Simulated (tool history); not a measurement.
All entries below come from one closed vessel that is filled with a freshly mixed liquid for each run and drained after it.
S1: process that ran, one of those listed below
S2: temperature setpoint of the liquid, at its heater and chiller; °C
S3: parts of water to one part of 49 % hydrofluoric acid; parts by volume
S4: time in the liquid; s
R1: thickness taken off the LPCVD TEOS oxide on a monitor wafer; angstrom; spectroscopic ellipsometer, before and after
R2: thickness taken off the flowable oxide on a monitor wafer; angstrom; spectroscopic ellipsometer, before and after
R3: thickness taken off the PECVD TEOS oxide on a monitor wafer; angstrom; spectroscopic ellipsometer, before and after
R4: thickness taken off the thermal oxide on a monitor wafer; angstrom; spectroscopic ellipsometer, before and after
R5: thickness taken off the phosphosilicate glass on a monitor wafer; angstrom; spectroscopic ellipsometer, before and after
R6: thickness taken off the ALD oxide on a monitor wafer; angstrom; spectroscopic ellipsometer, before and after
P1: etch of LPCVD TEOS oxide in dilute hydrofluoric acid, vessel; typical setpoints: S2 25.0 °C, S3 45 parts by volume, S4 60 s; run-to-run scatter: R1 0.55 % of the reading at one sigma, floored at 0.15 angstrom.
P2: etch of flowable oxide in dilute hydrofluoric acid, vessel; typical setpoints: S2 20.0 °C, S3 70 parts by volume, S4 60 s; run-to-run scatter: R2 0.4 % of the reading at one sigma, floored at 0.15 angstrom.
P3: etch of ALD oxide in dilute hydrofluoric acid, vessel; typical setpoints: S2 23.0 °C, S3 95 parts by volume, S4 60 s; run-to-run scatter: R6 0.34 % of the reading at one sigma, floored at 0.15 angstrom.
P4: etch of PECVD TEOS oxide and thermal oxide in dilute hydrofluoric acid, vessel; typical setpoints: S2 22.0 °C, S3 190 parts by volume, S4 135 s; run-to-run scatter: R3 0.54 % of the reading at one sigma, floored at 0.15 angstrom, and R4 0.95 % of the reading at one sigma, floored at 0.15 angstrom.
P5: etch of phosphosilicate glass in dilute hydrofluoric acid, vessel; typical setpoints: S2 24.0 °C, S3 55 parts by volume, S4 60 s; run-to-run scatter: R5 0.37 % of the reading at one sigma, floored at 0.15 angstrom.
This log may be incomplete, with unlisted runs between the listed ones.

run,hour,S1,S2,S3,S4,R1,R2,R3,R4,R5,R6
1,7.5,P1,25.0,45,60,588.47,,,,,
2,14.6,P1,25.0,45,60,581.04,,,,,
3,19.8,P1,25.0,45,60,583.97,,,,,
4,24.7,P2,20.0,70,30,,97.053,,,,
5,29.3,P4,22.0,190,135,,,54.451,27.360,,
6,36.2,P2,20.0,125,60,,101.430,,,,
7,43.6,P1,17.5,45,60,424.40,,,,,
8,49.9,P5,24.0,55,30,,,,,1103.1,
9,56.4,P3,23.0,95,60,,,,,,156.150
10,61.1,P1,25.0,45,60,581.23,,,,,
11,65.3,P2,20.0,70,60,,193.840,,,,
12,70.2,P3,28.5,95,60,,,,,,194.570
13,75.5,P4,22.0,190,135,,,54.778,27.177,,
14,82.5,P3,23.0,95,30,,,,,,78.261
15,87.6,P1,25.0,45,30,293.62,,,,,
16,92.7,P4,22.0,335,135,,,26.714,13.498,,
17,98.8,P5,19.5,55,60,,,,,1838.6,
18,105.2,P1,25.0,45,120,1171.10,,,,,
19,113.1,P1,25.0,45,60,585.77,,,,,
20,119.5,P4,30.0,190,135,,,73.107,36.031,,
21,126.2,P3,23.0,95,60,,,,,,156.790
22,132.1,P5,24.0,55,60,,,,,2201.1,
23,138.6,P4,22.0,190,250,,,100.570,49.893,,
24,143.4,P1,25.0,65,60,394.73,,,,,
# hour 148.6: thermometer replaced
25,151.0,P1,17.5,25,60,774.18,,,,,
26,155.2,P1,25.0,20,60,1367.50,,,,,
27,158.8,P2,17.0,70,60,,170.120,,,,
28,165.5,P5,24.0,25,60,,,,,5085.9,
29,170.4,P1,29.0,45,60,681.46,,,,,

Run 30 is up next; what results do you expect?
30,177.8,P3,23.0,20,60,,,,,,?

{"run 30": {"R6": 822.24}}
